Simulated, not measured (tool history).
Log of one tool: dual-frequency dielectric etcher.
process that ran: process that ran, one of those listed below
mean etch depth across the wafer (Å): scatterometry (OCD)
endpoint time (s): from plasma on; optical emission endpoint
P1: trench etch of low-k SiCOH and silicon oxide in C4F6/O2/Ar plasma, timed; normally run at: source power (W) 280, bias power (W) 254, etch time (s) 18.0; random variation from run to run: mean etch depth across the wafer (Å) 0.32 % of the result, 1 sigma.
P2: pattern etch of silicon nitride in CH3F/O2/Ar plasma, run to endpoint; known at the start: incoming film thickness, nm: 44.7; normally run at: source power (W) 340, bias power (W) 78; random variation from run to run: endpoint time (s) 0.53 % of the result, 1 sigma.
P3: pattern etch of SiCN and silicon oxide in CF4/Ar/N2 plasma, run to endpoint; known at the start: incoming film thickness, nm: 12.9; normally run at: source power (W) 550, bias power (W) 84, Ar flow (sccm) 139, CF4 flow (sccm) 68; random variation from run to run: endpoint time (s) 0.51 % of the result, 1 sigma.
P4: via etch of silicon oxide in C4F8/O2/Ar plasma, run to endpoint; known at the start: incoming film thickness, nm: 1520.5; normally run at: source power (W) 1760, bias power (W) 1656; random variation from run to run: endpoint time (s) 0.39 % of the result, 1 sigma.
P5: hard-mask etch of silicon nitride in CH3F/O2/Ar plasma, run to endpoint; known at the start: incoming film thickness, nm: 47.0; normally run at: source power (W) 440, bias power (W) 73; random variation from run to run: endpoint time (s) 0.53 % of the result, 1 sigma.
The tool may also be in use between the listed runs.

| run | day | process that ran | source power (W) | bias power (W) | etch time (s) | Ar flow (sccm) | CF4 flow (sccm) | mean etch depth across the wafer (Å) | endpoint time (s) |
|---|---|---|---|---|---|---|---|---|---|
| 1 | 0.108 | P1 | 280 | 254 | 18.0 |  |  | 536.49 |  |
| 2 | 0.321 | P4 | 1760 | 1095 |  |  |  |  | 373.240 |
| 3 | 0.450 | P2 | 340 | 103 |  |  |  |  | 61.254 |
| 4 | 0.650 | P2 | 240 | 78 |  |  |  |  | 78.201 |
| 5 | 0.846 | P1 | 280 | 339 | 18.0 |  |  | 596.19 |  |
| 6 | 0.979 | P1 | 350 | 254 | 18.0 |  |  | 584.17 |  |
| 7 | 1.175 | P1 | 280 | 254 | 18.0 |  |  | 537.03 |  |
| 8 | 1.383 | P3 | 550 | 84 |  | 98 | 68 |  | 11.750 |
| 9 | 1.488 | P3 | 550 | 84 |  | 139 | 68 |  | 12.409 |
| 10 | 1.650 | P1 | 230 | 254 | 18.0 |  |  | 498.78 |  |
| 11 | 1.767 | P3 | 420 | 84 |  | 139 | 68 |  | 15.553 |
| 12 | 1.908 | P4 | 1760 | 1656 |  |  |  |  | 331.590 |
| 13 | 2.088 | P5 | 560 | 73 |  |  |  |  | 59.569 |
| 14 | 2.225 | P1 | 280 | 254 | 22.5 |  |  | 671.21 |  |
| 15 | 2.375 | P1 | 280 | 254 | 18.0 |  |  | 536.49 |  |
| 16 | 2.554 | P4 | 1320 | 1656 |  |  |  |  | 370.690 |
| 17 | 2.721 | P4 | 1760 | 1656 |  |  |  |  | 333.760 |
| 18 | 2.883 | P5 | 440 | 73 |  |  |  |  | 64.890 |
| 19 | 3.050 | P1 | 280 | 254 | 10.5 |  |  | 312.92 |  |
|  | 3.179 | bias power generator calibrated |
| 20 | 3.233 | P3 | 550 | 51 |  | 139 | 68 |  | 14.648 |
| 21 | 3.392 | P1 | 340 | 348 | 18.0 |  |  | 650.77 |  |
| 22 | 3.512 | P3 | 550 | 84 |  | 139 | 68 |  | 12.486 |
| 23 | 3.712 | P3 | 550 | 84 |  | 139 | 85 |  | 11.964 |
| 24 | 3.879 | P1 | 280 | 254 | 18.0 |  |  | 537.84 |  |
| 25 | 4.029 | P5 | 440 | 91 |  |  |  |  | 60.077 |
| 26 | 4.204 | P2 | 340 | 78 |  |  |  |  | 68.513 |
| 27 | 4.408 | P1 | 280 | 254 | 18.0 |  |  | 536.74 |  |
| 28 | 4.612 | P2 | 340 | 78 |  |  |  |  | 68.059 |
| 29 | 4.767 | P1 | 280 | 182 | 18.0 |  |  | 479.94 |  |
| 30 | 4.992 | P1 | 280 | 254 | 18.0 |  |  | 536.01 |  |
| 31 | 5.171 | P1 | 280 | 254 | 18.0 |  |  | 534.11 |  |
| 32 | 5.300 | P1 | 280 | 254 | 18.0 |  |  | 531.42 |  |
| 33 | 5.492 | P1 | 280 | 254 | 18.0 |  |  | 531.75 |  |
| 34 | 5.654 | P1 | 280 | 254 | 18.0 |  |  | 531.66 |  |
| 35 | 5.758 | P1 | 280 | 254 | 18.0 |  |  | 528.07 |  |
|  | 5.775 | wet clean of the chamber |
| 36 | 5.942 | P1 | 280 | 254 | 18.0 |  |  | 528.17 |  |
| 37 | 6.100 | P1 | 280 | 254 | 18.0 |  |  | 528.58 |  |
| 38 | 6.296 | P1 | 280 | 254 | 18.0 |  |  | 528.30 |  |
| 39 | 6.450 | P1 | 280 | 254 | 18.0 |  |  | 528.92 |  |
| 40 | 6.633 | P1 | 280 | 254 | 18.0 |  |  | 528.04 |  |
| 41 | 6.758 | P1 | 280 | 254 | 18.0 |  |  | 527.80 |  |

What P1 gives has crept away from where it was. These 2 causes fit the log equally well, each at the size given:
A: bias power that arrives under what is set, % = 4.5
B: source power that arrives under what is set, % = 4.11
The creep began at about day 4.992.
Why every other cause is out:
chamber walls in a state that lowers the etch rate, %: serviced at day 5.775, which brought nothing back

4 check runs are offered, each on 3 wafers whose results are averaged, their results left as question marks. Which one tells the causes apart?
| check 1 | 6.883 | P4 | 1760 | 1375 |  |  |  |  | ? |
| check 2 | 6.883 | P5 | 530 | 87 |  |  |  |  | ? |
| check 3 | 6.883 | P3 | 550 | 51 |  | 139 | 68 |  | ? |
| check 4 | 6.883 | P2 | 340 | 102 |  |  |  |  | ? |

What each check would give under each cause:
| check | result | if A | if B |
|---|---|---|---|
| check 1 | endpoint time (s) | 354.560 | 356.330 |
| check 2 | endpoint time (s) | 57.822 | 57.811 |
| check 3 | endpoint time (s) | 14.902 | 15.238 |
| check 4 | endpoint time (s) | 62.856 | 62.761 |
How far apart the two closest causes lie, in the result that separates them most: check 1 0.5 %; check 2 0.02 %; check 3 2.23 %; check 4 0.15 %
Check 3 tells the causes apart: in the others they would give nearly the same result.

Then check 3 was run and gave: endpoint time (s) 15.154. Which cause is it?

It is B: source power that arrives under what is set, %.

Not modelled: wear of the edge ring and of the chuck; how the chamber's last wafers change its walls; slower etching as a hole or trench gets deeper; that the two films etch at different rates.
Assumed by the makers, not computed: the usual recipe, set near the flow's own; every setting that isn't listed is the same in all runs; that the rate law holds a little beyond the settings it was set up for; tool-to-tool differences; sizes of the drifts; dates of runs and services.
